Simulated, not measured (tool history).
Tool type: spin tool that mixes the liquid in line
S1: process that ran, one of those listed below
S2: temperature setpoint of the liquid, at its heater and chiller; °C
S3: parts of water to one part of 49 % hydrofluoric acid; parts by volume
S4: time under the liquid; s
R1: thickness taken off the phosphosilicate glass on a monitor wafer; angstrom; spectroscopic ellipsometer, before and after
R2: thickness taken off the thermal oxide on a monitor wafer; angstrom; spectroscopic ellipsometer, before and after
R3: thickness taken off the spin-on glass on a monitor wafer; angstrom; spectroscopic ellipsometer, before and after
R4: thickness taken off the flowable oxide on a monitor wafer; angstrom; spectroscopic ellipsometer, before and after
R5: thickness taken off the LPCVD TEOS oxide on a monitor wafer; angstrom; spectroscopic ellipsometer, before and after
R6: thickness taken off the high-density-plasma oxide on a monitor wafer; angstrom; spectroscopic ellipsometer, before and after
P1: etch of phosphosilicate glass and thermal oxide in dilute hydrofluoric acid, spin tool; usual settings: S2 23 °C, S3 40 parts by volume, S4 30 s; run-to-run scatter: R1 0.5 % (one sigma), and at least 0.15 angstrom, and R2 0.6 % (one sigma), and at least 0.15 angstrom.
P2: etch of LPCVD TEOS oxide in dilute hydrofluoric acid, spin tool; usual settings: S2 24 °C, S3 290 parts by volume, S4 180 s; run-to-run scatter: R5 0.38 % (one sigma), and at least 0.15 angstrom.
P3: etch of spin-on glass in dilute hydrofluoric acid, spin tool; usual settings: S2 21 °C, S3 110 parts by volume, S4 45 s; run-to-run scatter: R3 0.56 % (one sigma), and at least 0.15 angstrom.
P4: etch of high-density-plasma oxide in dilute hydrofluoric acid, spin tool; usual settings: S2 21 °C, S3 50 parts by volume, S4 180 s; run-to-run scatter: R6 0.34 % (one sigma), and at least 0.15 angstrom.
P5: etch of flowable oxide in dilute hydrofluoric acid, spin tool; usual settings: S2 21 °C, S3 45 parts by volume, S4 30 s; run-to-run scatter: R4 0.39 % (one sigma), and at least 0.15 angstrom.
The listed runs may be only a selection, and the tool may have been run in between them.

Run 1, day 0.4: S1 P1, S2 23 °C, S3 40 parts by volume, S4 30 s. Result: R1 547.39 angstrom, R2 39.755 angstrom.
Run 2, day 0.725: S1 P3, S2 21 °C, S3 40 parts by volume, S4 45 s. Result: R3 322.3 angstrom.
Run 3, day 0.975: S1 P3, S2 21 °C, S3 110 parts by volume, S4 45 s. Result: R3 107.03 angstrom.
Run 4, day 1.342: S1 P5, S2 21 °C, S3 45 parts by volume, S4 30 s. Result: R4 325.92 angstrom.
Run 5, day 1.821: S1 P1, S2 23 °C, S3 20 parts by volume, S4 30 s. Result: R1 1125.4 angstrom, R2 81.393 angstrom.
Run 6, day 2.212: S1 P2, S2 24 °C, S3 50 parts by volume, S4 180 s. Result: R5 659.52 angstrom.
Run 7, day 2.5: S1 P1, S2 27 °C, S3 40 parts by volume, S4 30 s. Result: R1 643.45 angstrom, R2 46.353 angstrom.
Run 8, day 2.996: S1 P1, S2 23 °C, S3 40 parts by volume, S4 60 s. Result: R1 1098.6 angstrom, R2 78.897 angstrom.
Run 9, day 3.254: S1 P4, S2 29.5 °C, S3 50 parts by volume, S4 180 s. Result: R6 251.48 angstrom.
Run 10, day 3.617: S1 P5, S2 21 °C, S3 45 parts by volume, S4 30 s. Result: R4 325.9 angstrom.
Run 11, day 3.896: S1 P1, S2 23 °C, S3 40 parts by volume, S4 30 s. Result: R1 547.93 angstrom, R2 39.516 angstrom.
Run 12, day 4.221: S1 P1, S2 26.5 °C, S3 65 parts by volume, S4 30 s. Result: R1 377.73 angstrom, R2 26.808 angstrom.
Run 13, day 4.45: S1 P2, S2 24 °C, S3 290 parts by volume, S4 180 s. Result: R5 85.625 angstrom.
Run 14, day 4.958: S1 P4, S2 21 °C, S3 50 parts by volume, S4 180 s. Result: R6 177.34 angstrom.
Run 15, day 5.475: S1 P1, S2 23 °C, S3 40 parts by volume, S4 30 s. Result: R1 547.56 angstrom, R2 39.867 angstrom.
Run 16, day 5.962: S1 P3, S2 21 °C, S3 110 parts by volume, S4 15 s. Result: R3 35.559 angstrom.
Run 17, day 6.279: S1 P5, S2 29.5 °C, S3 45 parts by volume, S4 30 s. Result: R4 459.59 angstrom.
Run 18, day 6.758: S1 P2, S2 24 °C, S3 290 parts by volume, S4 315 s. Result: R5 151.97 angstrom.
Run 19, day 7.029: S1 P1, S2 23 °C, S3 40 parts by volume, S4 30 s. Result: R1 547.91 angstrom, R2 39.922 angstrom.
Run 20, day 7.508: S1 P3, S2 21 °C, S3 110 parts by volume, S4 45 s. Result: R3 107.7 angstrom.
Run 21, day 7.758: S1 P4, S2 21 °C, S3 70 parts by volume, S4 180 s. Result: R6 123.3 angstrom.
Run 22, day 8.092: S1 P1, S2 23 °C, S3 40 parts by volume, S4 30 s. Result: R1 550.89 angstrom, R2 39.781 angstrom.
Run 23, day 8.346: S1 P1, S2 18 °C, S3 40 parts by volume, S4 30 s. Result: R1 444.07 angstrom, R2 31.843 angstrom.
Run 24, day 8.588: S1 P5, S2 21 °C, S3 65 parts by volume, S4 30 s. Result: R4 221.04 angstrom.
Run 25, day 8.862: S1 P1, S2 23 °C, S3 40 parts by volume, S4 30 s. Result: R1 551.08 angstrom, R2 39.68 angstrom.
Run 26, day 9.292: S1 P3, S2 17 °C, S3 110 parts by volume, S4 45 s. Result: R3 91.2 angstrom.
Run 27, day 9.721: S1 P2, S2 20 °C, S3 290 parts by volume, S4 180 s. Result: R5 75.208 angstrom.
Run 28, day 10.221: S1 P5, S2 21 °C, S3 45 parts by volume, S4 60 s. Result: R4 653.5 angstrom.
Run 29, day 10.683: S1 P1, S2 23 °C, S3 40 parts by volume, S4 30 s. Result: R1 551.28 angstrom, R2 39.902 angstrom.
Run 30, day 10.946: S1 P4, S2 21 °C, S3 50 parts by volume, S4 325 s. Result: R6 317.28 angstrom.
Run 31, day 11.188: S1 P1, S2 23 °C, S3 60 parts by volume, S4 30 s. Result: R1 357.17 angstrom, R2 25.455 angstrom.
Run 32, day 11.642: S1 P4, S2 21 °C, S3 50 parts by volume, S4 180 s. Result: R6 176.52 angstrom.
Run 33, day 11.946: S1 P1, S2 23 °C, S3 40 parts by volume, S4 15 s. Result: R1 272.99 angstrom, R2 19.935 angstrom.
Run 34, day 12.392: S1 P1, S2 23 °C, S3 40 parts by volume, S4 30 s. Result: R1 548.11 angstrom, R2 39.465 angstrom.
Run 35, day 12.717: S1 P1, S2 23 °C, S3 40 parts by volume, S4 30 s. Result: R1 569.12 angstrom, R2 41.154 angstrom.
Run 36, day 12.983: S1 P1, S2 23 °C, S3 40 parts by volume, S4 30 s. Result: R1 580.74 angstrom, R2 42.009 angstrom.
Run 37, day 13.229: S1 P1, S2 23 °C, S3 40 parts by volume, S4 30 s. Result: R1 582.47 angstrom, R2 41.837 angstrom.

The next listed run, before its measurement:
Run 38, day 13.488: S1 P1, S2 23 °C, S3 40 parts by volume, S4 30 s. Result: R1 ?, R2 ?.

Run 38 came out at R1 587.07 angstrom, R2 42.209 angstrom.

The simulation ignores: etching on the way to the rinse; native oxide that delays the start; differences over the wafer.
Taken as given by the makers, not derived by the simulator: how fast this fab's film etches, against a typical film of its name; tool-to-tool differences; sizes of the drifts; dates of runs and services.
